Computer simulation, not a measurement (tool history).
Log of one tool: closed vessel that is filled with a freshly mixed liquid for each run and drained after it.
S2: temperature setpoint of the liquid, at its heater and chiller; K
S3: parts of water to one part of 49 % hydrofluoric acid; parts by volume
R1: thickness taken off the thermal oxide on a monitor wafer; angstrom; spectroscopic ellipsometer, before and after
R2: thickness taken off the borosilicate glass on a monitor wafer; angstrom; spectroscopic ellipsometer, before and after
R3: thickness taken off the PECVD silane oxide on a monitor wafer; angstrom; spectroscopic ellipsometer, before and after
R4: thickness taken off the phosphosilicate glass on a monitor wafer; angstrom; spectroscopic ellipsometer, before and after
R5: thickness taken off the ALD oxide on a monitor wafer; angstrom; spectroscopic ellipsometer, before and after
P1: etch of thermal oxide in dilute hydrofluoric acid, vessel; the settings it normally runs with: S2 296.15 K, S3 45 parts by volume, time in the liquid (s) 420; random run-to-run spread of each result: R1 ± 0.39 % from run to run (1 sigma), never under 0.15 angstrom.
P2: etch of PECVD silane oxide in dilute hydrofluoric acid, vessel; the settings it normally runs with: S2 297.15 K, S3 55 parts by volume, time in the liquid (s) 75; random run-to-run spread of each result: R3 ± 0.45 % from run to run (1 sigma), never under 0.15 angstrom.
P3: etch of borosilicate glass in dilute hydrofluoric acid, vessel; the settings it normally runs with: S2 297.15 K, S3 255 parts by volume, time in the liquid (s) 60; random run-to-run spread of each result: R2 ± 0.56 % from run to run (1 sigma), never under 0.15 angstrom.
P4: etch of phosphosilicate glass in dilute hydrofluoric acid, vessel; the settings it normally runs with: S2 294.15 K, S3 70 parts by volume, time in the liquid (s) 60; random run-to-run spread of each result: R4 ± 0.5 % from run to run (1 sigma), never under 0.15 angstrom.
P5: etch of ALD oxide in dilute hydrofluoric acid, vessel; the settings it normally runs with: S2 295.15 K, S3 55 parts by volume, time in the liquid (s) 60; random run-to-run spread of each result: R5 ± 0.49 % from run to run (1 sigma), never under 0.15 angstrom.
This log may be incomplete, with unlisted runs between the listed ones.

Run 1, day 0.233: process that ran P1, S2 296.15 K, S3 45 parts by volume, time in the liquid (s) 420. Result: R1 442.01 angstrom.
Run 2, day 0.462: process that ran P1, S2 296.15 K, S3 45 parts by volume, time in the liquid (s) 420. Result: R1 448.17 angstrom.
Run 3, day 0.712: process that ran P1, S2 296.15 K, S3 45 parts by volume, time in the liquid (s) 420. Result: R1 442.17 angstrom.
Run 4, day 0.85: process that ran P3, S2 303.15 K, S3 255 parts by volume, time in the liquid (s) 60. Result: R2 68.985 angstrom.
Run 5, day 1.088: process that ran P2, S2 297.15 K, S3 55 parts by volume, time in the liquid (s) 75. Result: R3 325.87 angstrom.
Run 6, day 1.358: process that ran P4, S2 298.15 K, S3 70 parts by volume, time in the liquid (s) 60. Result: R4 1147.5 angstrom.
Run 7, day 1.617: process that ran P5, S2 295.15 K, S3 20 parts by volume, time in the liquid (s) 60. Result: R5 298.84 angstrom.
Run 8, day 1.85: process that ran P1, S2 290.15 K, S3 65 parts by volume, time in the liquid (s) 420. Result: R1 232.21 angstrom.
Run 9, day 2.038: process that ran P1, S2 301.65 K, S3 70 parts by volume, time in the liquid (s) 420. Result: R1 343.58 angstrom.
Run 10, day 2.167: process that ran P4, S2 294.15 K, S3 70 parts by volume, time in the liquid (s) 60. Result: R4 979.79 angstrom.
Run 11, day 2.438: process that ran P2, S2 297.15 K, S3 55 parts by volume, time in the liquid (s) 30. Result: R3 130.92 angstrom.
Run 12, day 2.7: process that ran P5, S2 300.65 K, S3 55 parts by volume, time in the liquid (s) 60. Result: R5 130.19 angstrom.
Run 13, day 2.838: process that ran P1, S2 300.15 K, S3 45 parts by volume, time in the liquid (s) 800. Result: R1 998.36 angstrom.
Run 14, day 3.029: process that ran P3, S2 297.15 K, S3 255 parts by volume, time in the liquid (s) 60. Result: R2 55.84 angstrom.
Run 15, day 3.262: process that ran P1, S2 296.15 K, S3 45 parts by volume, time in the liquid (s) 420. Result: R1 448.53 angstrom.
Run 16, day 3.458: process that ran P1, S2 296.15 K, S3 70 parts by volume, time in the liquid (s) 420. Result: R1 276.48 angstrom.
Run 17, day 3.683: process that ran P1, S2 292.15 K, S3 45 parts by volume, time in the liquid (s) 420. Result: R1 374.83 angstrom.
Run 18, day 3.808: process that ran P5, S2 295.15 K, S3 55 parts by volume, time in the liquid (s) 30. Result: R5 51.882 angstrom.
Run 19, day 4.079: process that ran P4, S2 294.15 K, S3 70 parts by volume, time in the liquid (s) 60. Result: R4 981.23 angstrom.
Run 20, day 4.354: process that ran P1, S2 296.15 K, S3 45 parts by volume, time in the liquid (s) 420. Result: R1 443.69 angstrom.
Run 21, day 4.492: process that ran P4, S2 294.15 K, S3 35 parts by volume, time in the liquid (s) 60. Result: R4 2023.2 angstrom.
Run 22, day 4.692: process that ran P1, S2 296.15 K, S3 45 parts by volume, time in the liquid (s) 420. Result: R1 446.29 angstrom.
Run 23, day 4.871: process that ran P4, S2 294.15 K, S3 70 parts by volume, time in the liquid (s) 105. Result: R4 1723.3 angstrom.
At day 5.142: hydrofluoric acid flow meter replaced.
Run 24, day 5.142: process that ran P2, S2 297.15 K, S3 55 parts by volume, time in the liquid (s) 75. Result: R3 324.96 angstrom.
Run 25, day 5.396: process that ran P3, S2 297.15 K, S3 255 parts by volume, time in the liquid (s) 90. Result: R2 83.201 angstrom.
Run 26, day 5.546: process that ran P3, S2 297.15 K, S3 450 parts by volume, time in the liquid (s) 60. Result: R2 26.809 angstrom.
Run 27, day 5.7: process that ran P2, S2 290.15 K, S3 55 parts by volume, time in the liquid (s) 75. Result: R3 245.31 angstrom.
Run 28, day 5.875: process that ran P1, S2 296.15 K, S3 45 parts by volume, time in the liquid (s) 420. Result: R1 444.7 angstrom.

Expected results for the next run?
Run 29, day 6.096: process that ran P1, S2 296.15 K, S3 45 parts by volume, time in the liquid (s) 180. Result: R1 ?.

{"run 29": {"R1": 191.33}}

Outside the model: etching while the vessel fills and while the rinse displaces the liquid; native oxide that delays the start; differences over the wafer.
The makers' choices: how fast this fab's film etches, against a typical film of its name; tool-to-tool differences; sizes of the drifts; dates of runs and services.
